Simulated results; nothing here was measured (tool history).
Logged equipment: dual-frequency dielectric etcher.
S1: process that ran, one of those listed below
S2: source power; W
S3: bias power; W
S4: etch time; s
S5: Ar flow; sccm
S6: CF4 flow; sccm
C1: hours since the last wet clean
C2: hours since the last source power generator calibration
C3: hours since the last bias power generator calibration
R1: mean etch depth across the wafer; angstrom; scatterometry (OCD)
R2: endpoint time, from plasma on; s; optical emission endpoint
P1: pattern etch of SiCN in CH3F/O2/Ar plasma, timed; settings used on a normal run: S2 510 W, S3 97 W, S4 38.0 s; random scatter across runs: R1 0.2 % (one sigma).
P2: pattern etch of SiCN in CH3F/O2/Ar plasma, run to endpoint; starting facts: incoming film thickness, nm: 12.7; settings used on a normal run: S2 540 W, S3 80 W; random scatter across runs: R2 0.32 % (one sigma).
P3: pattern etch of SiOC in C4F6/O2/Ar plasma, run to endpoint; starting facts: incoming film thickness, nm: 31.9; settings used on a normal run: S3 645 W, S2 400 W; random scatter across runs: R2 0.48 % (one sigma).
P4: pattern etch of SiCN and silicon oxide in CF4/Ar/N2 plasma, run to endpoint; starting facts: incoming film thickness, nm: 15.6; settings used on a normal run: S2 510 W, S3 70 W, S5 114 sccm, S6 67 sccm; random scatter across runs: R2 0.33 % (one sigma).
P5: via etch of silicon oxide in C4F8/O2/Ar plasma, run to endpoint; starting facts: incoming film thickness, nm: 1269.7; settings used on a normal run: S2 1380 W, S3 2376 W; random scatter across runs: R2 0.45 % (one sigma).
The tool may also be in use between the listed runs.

{"run": 1, "hour": 5.7, "S1": "P1", "S2": 510, "S3": 97, "S4": 38.0, "C1": 184.0, "C2": 1540.1, "C3": 1050.2, "R1": 175.05}
{"run": 2, "hour": 11.4, "S1": "P2", "S2": 750, "S3": 80, "C1": 189.7, "C2": 1545.8, "C3": 1055.9, "R2": 26.06}
{"run": 3, "hour": 21.9, "S1": "P1", "S2": 510, "S3": 97, "S4": 50.0, "C1": 200.2, "C2": 1556.3, "C3": 1066.4, "R1": 230.1}
{"run": 4, "hour": 33.5, "S1": "P3", "S2": 400, "S3": 645, "C1": 211.8, "C2": 1567.9, "C3": 1078.0, "R2": 9.5862}
{"run": 5, "hour": 41.5, "S1": "P1", "S2": 690, "S3": 97, "S4": 38.0, "C1": 219.8, "C2": 1575.9, "C3": 1086.0, "R1": 196.29}
{"run": 6, "hour": 47.5, "S1": "P3", "S2": 400, "S3": 645, "C1": 225.8, "C2": 1581.9, "C3": 1092.0, "R2": 9.5104}
{"run": 7, "hour": 57.5, "S1": "P1", "S2": 380, "S3": 97, "S4": 38.0, "C1": 235.8, "C2": 1591.9, "C3": 1102.0, "R1": 156.91}
{"run": 8, "hour": 67.9, "S1": "P1", "S2": 650, "S3": 97, "S4": 27.5, "C1": 246.2, "C2": 1602.3, "C3": 1112.4, "R1": 138.88}
{"run": 9, "hour": 77.9, "S1": "P2", "S2": 540, "S3": 110, "C1": 256.2, "C2": 1612.3, "C3": 1122.4, "R2": 26.375}
{"run": 10, "hour": 85.1, "S1": "P4", "S2": 510, "S3": 70, "S5": 114, "S6": 67, "C1": 263.4, "C2": 1619.5, "C3": 1129.6, "R2": 17.131}
{"run": 11, "hour": 92.8, "S1": "P1", "S2": 510, "S3": 97, "S4": 38.0, "C1": 271.1, "C2": 1627.2, "C3": 1137.3, "R1": 175.07}
{"run": 12, "hour": 100.7, "S1": "P5", "S2": 1380, "S3": 2376, "C1": 279.0, "C2": 1635.1, "C3": 1145.2, "R2": 274.3}
{"run": 13, "hour": 109.4, "S1": "P1", "S2": 510, "S3": 97, "S4": 38.0, "C1": 287.7, "C2": 1643.8, "C3": 1153.9, "R1": 175.33}
{"run": 14, "hour": 116.1, "S1": "P1", "S2": 510, "S3": 134, "S4": 38.0, "C1": 294.4, "C2": 1650.5, "C3": 1160.6, "R1": 197.42}
{"run": 15, "hour": 121.6, "S1": "P5", "S2": 1380, "S3": 2376, "C1": 299.9, "C2": 1656.0, "C3": 1166.1, "R2": 274.32}
{"run": 16, "hour": 129.2, "S1": "P5", "S2": 1040, "S3": 2376, "C1": 307.5, "C2": 1663.6, "C3": 1173.7, "R2": 304.66}
{"run": 17, "hour": 136.1, "S1": "P4", "S2": 510, "S3": 92, "S5": 114, "S6": 67, "C1": 314.4, "C2": 1670.5, "C3": 1180.6, "R2": 15.489}
{"run": 18, "hour": 141.8, "S1": "P1", "S2": 510, "S3": 97, "S4": 21.0, "C1": 320.1, "C2": 1676.2, "C3": 1186.3, "R1": 96.784}
{"run": 19, "hour": 148.2, "S1": "P1", "S2": 510, "S3": 97, "S4": 38.0, "C1": 326.5, "C2": 1682.6, "C3": 1192.7, "R1": 175.4}
{"run": 20, "hour": 154.0, "S1": "P2", "S2": 540, "S3": 80, "C1": 332.3, "C2": 1688.4, "C3": 1198.5, "R2": 29.72}
{"run": 21, "hour": 161.5, "S1": "P1", "S2": 510, "S3": 97, "S4": 38.0, "C1": 339.8, "C2": 1695.9, "C3": 1206.0, "R1": 175.0}
{"run": 22, "hour": 171.9, "S1": "P2", "S2": 540, "S3": 80, "C1": 350.2, "C2": 1706.3, "C3": 1216.4, "R2": 29.793}
{"run": 23, "hour": 180.8, "S1": "P4", "S2": 510, "S3": 70, "S5": 139, "S6": 67, "C1": 359.1, "C2": 1715.2, "C3": 1225.3, "R2": 17.666}
{"run": 24, "hour": 191.9, "S1": "P5", "S2": 1380, "S3": 1388, "C1": 370.2, "C2": 1726.3, "C3": 1236.4, "R2": 318.0}

Run 25 has not been measured yet. What should we expect?
{"run": 25, "hour": 199.4, "S1": "P1", "S2": 510, "S3": 97, "S4": 38.0, "C1": 377.7, "C2": 1733.8, "C3": 1243.9, "R1": "?"}

R1: 174.250 angstrom

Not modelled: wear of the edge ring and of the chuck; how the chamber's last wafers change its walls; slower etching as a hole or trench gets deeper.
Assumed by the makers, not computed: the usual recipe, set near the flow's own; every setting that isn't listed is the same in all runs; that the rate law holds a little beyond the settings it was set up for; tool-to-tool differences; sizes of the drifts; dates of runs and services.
